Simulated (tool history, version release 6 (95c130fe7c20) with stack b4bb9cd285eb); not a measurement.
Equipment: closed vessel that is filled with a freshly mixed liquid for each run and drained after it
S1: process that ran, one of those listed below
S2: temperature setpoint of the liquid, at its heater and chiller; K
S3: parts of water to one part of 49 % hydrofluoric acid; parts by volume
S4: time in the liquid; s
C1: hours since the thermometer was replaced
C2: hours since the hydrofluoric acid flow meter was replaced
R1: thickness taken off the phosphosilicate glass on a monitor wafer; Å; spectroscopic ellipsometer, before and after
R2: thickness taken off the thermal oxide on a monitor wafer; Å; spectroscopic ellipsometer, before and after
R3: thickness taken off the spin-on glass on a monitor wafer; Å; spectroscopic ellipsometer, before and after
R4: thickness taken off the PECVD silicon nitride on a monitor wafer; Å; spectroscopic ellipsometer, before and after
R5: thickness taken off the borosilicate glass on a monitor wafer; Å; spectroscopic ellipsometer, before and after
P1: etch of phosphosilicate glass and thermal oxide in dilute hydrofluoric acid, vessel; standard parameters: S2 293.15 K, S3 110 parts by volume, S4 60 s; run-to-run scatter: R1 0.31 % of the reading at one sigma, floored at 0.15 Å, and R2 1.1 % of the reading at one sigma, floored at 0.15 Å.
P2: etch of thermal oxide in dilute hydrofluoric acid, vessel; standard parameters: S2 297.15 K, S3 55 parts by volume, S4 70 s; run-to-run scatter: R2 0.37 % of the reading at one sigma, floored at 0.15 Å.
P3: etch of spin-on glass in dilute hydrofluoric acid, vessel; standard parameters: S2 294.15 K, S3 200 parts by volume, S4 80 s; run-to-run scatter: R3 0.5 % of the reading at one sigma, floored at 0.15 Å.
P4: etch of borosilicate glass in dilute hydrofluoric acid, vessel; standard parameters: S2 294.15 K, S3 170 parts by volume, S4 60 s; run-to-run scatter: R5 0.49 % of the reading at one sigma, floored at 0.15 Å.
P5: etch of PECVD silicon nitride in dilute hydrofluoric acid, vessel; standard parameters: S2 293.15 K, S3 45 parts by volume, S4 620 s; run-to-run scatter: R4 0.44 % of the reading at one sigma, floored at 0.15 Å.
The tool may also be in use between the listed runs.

| run | hour | S1 | S2 | S3 | S4 | C1 | C2 | R1 | R2 | R3 | R4 | R5 |
|---|---|---|---|---|---|---|---|---|---|---|---|---|
| 1 | 5.5 | P1 | 293.15 | 110 | 60 | 727.6 | 392.8 | 924.37 | 22.506 |  |  |  |
| 2 | 11.8 | P3 | 290.15 | 200 | 80 | 733.9 | 399.1 |  |  | 184.46 |  |  |
| 3 | 17.8 | P1 | 293.15 | 110 | 30 | 739.9 | 405.1 | 463.57 | 11.236 |  |  |  |
| 4 | 21.6 | P3 | 294.15 | 200 | 80 | 743.7 | 408.9 |  |  | 214.59 |  |  |
| 5 | 24.6 | P5 | 299.65 | 45 | 620 | 746.7 | 411.9 |  |  |  | 800.260 |  |
| 6 | 29.3 | P3 | 294.15 | 200 | 80 | 751.4 | 416.6 |  |  | 214.89 |  |  |
| 7 | 33.0 | P5 | 293.15 | 20 | 620 | 755.1 | 420.3 |  |  |  | 1116.300 |  |
| 8 | 38.3 | P1 | 290.15 | 110 | 60 | 760.4 | 425.6 | 817.19 | 19.769 |  |  |  |
| 9 | 44.7 | P1 | 293.15 | 200 | 60 | 766.8 | 432.0 | 464.03 | 10.994 |  |  |  |
| 10 | 50.6 | P1 | 293.15 | 110 | 60 | 772.7 | 437.9 | 920.97 | 22.404 |  |  |  |
| 11 | 53.8 | P4 | 294.15 | 170 | 60 | 775.9 | 441.1 |  |  |  |  | 110.300 |
| 12 | 58.0 | P1 | 293.15 | 110 | 60 | 780.1 | 445.3 | 924.88 | 21.953 |  |  |  |
| 13 | 62.2 | P1 | 293.15 | 65 | 95 | 784.3 | 449.5 | 2603.00 | 62.827 |  |  |  |
| 14 | 68.4 | P4 | 294.15 | 45 | 60 | 790.5 | 455.7 |  |  |  |  | 482.120 |
| 15 | 73.6 | P4 | 294.15 | 170 | 30 | 795.7 | 460.9 |  |  |  |  | 55.126 |
| 16 | 77.0 | P4 | 302.15 | 170 | 60 | 799.1 | 464.3 |  |  |  |  | 150.430 |
| 17 | 80.4 | P1 | 293.15 | 30 | 60 | 802.5 | 467.7 | 3739.50 | 90.452 |  |  |  |
| 18 | 85.9 | P2 | 297.15 | 55 | 30 | 808.0 | 473.2 |  | 26.224 |  |  |  |
|  | 90.5 | hydrofluoric acid flow meter replaced |
| 19 | 91.1 | P1 | 290.15 | 45 | 60 | 813.2 | 0.6 | 2148.20 | 51.319 |  |  |  |
| 20 | 94.7 | P3 | 294.15 | 360 | 80 | 816.8 | 4.2 |  |  | 102.02 |  |  |
| 21 | 99.4 | P2 | 297.15 | 55 | 70 | 821.5 | 8.9 |  | 61.624 |  |  |  |
| 22 | 105.9 | P1 | 293.15 | 110 | 60 | 828.0 | 15.4 | 923.71 | 22.387 |  |  |  |
| 23 | 110.6 | P1 | 297.15 | 110 | 60 | 832.7 | 20.1 | 1080.90 | 26.283 |  |  |  |
| 24 | 115.5 | P3 | 294.15 | 200 | 160 | 837.6 | 25.0 |  |  | 431.54 |  |  |
| 25 | 120.4 | P2 | 301.65 | 55 | 70 | 842.5 | 29.9 |  | 73.875 |  |  |  |
| 26 | 125.9 | P5 | 293.15 | 45 | 620 | 848.0 | 35.4 |  |  |  | 515.260 |  |
| 27 | 130.7 | P1 | 293.15 | 110 | 60 | 852.8 | 40.2 | 931.69 | 22.588 |  |  |  |
| 28 | 136.6 | P1 | 293.15 | 110 | 60 | 858.7 | 46.1 | 921.61 | 22.291 |  |  |  |
| 29 | 141.2 | P1 | 293.15 | 110 | 85 | 863.3 | 50.7 | 1312.70 | 31.455 |  |  |  |
| 30 | 147.7 | P4 | 294.15 | 170 | 60 | 869.8 | 57.2 |  |  |  |  | 109.610 |
| 31 | 151.4 | P5 | 293.15 | 45 | 85 | 873.5 | 60.9 |  |  |  | 70.681 |  |
| 32 | 157.4 | P1 | 293.15 | 30 | 110 | 879.5 | 66.9 | 6849.70 | 165.160 |  |  |  |
| 33 | 160.3 | P2 | 297.15 | 55 | 70 | 882.4 | 69.8 |  | 61.757 |  |  |  |
| 34 | 163.9 | P2 | 297.15 | 30 | 70 | 886.0 | 73.4 |  | 116.090 |  |  |  |
| 35 | 168.4 | P1 | 293.15 | 110 | 60 | 890.5 | 77.9 | 924.97 | 22.252 |  |  |  |
| 36 | 173.2 | P1 | 293.15 | 110 | 60 | 895.3 | 82.7 | 926.50 | 22.661 |  |  |  |
| 37 | 178.8 | P1 | 293.15 | 110 | 60 | 900.9 | 88.3 | 903.28 | 22.198 |  |  |  |
| 38 | 181.8 | P1 | 293.15 | 110 | 60 | 903.9 | 91.3 | 895.86 | 21.625 |  |  |  |
| 39 | 186.8 | P1 | 293.15 | 110 | 60 | 908.9 | 96.3 | 892.65 | 21.263 |  |  |  |
| 40 | 191.6 | P1 | 293.15 | 110 | 60 | 913.7 | 101.1 | 883.93 | 21.305 |  |  |  |
| 41 | 195.3 | P1 | 293.15 | 110 | 60 | 917.4 | 104.8 | 880.49 | 20.870 |  |  |  |
| 42 | 199.7 | P1 | 293.15 | 110 | 60 | 921.8 | 109.2 | 878.90 | 21.109 |  |  |  |
| 43 | 205.5 | P1 | 293.15 | 110 | 60 | 927.6 | 115.0 | 871.43 | 21.150 |  |  |  |
| 44 | 209.6 | P1 | 293.15 | 110 | 60 | 931.7 | 119.1 | 875.15 | 21.141 |  |  |  |
| 45 | 216.1 | P1 | 293.15 | 110 | 60 | 938.2 | 125.6 | 874.63 | 21.014 |  |  |  |
| 46 | 220.6 | P1 | 293.15 | 110 | 60 | 942.7 | 130.1 | 869.22 | 21.408 |  |  |  |

P1 has crept away from where it was. The log is fitted equally well by each of these 2 causes, at the sizes shown:
A: liquid colder than its thermometer reads (K) = 1.45
B: hydrofluoric acid flow below the setpoint (%) = 5.14
The drift started at roughly hour 173.2.

Consider the 4 single-wafer check runs listed below, results given as question marks: which one distinguishes between the causes by giving clearly different results for each?
| check 1 | 225.1 | P4 | 301.65 | 170 | 30 |  |  |  |  |  |  | ? |
| check 2 | 225.1 | P2 | 301.15 | 55 | 30 |  |  |  | ? |  |  |  |
| check 3 | 225.1 | P3 | 290.15 | 200 | 115 |  |  |  |  | ? |  |  |
| check 4 | 225.1 | P5 | 293.15 | 20 | 620 |  |  |  |  |  | ? |  |

Predicted outcomes, by check and by cause:
| check | result | if A | if B |
|---|---|---|---|
| check 1 | R5 | 69.392 | 68.597 |
| check 2 | R2 | 29.130 | 29.153 |
| check 3 | R3 | 248.96 | 247.88 |
| check 4 | R4 | 1012.900 | 1067.800 |
Per-check spread between the two closest causes, in the result where they differ most: check 1 1.15 %; check 2 0.08 %; check 3 0.44 %; check 4 5.28 %
The other checks would show nearly matching results whichever cause is true, so check 4 is the only one that separates the causes.

The results of check 4 are: R4 1062.700 Å. Based on these, which of the listed causes is it?

The correct cause is B, namely: hydrofluoric acid flow below the setpoint (%).

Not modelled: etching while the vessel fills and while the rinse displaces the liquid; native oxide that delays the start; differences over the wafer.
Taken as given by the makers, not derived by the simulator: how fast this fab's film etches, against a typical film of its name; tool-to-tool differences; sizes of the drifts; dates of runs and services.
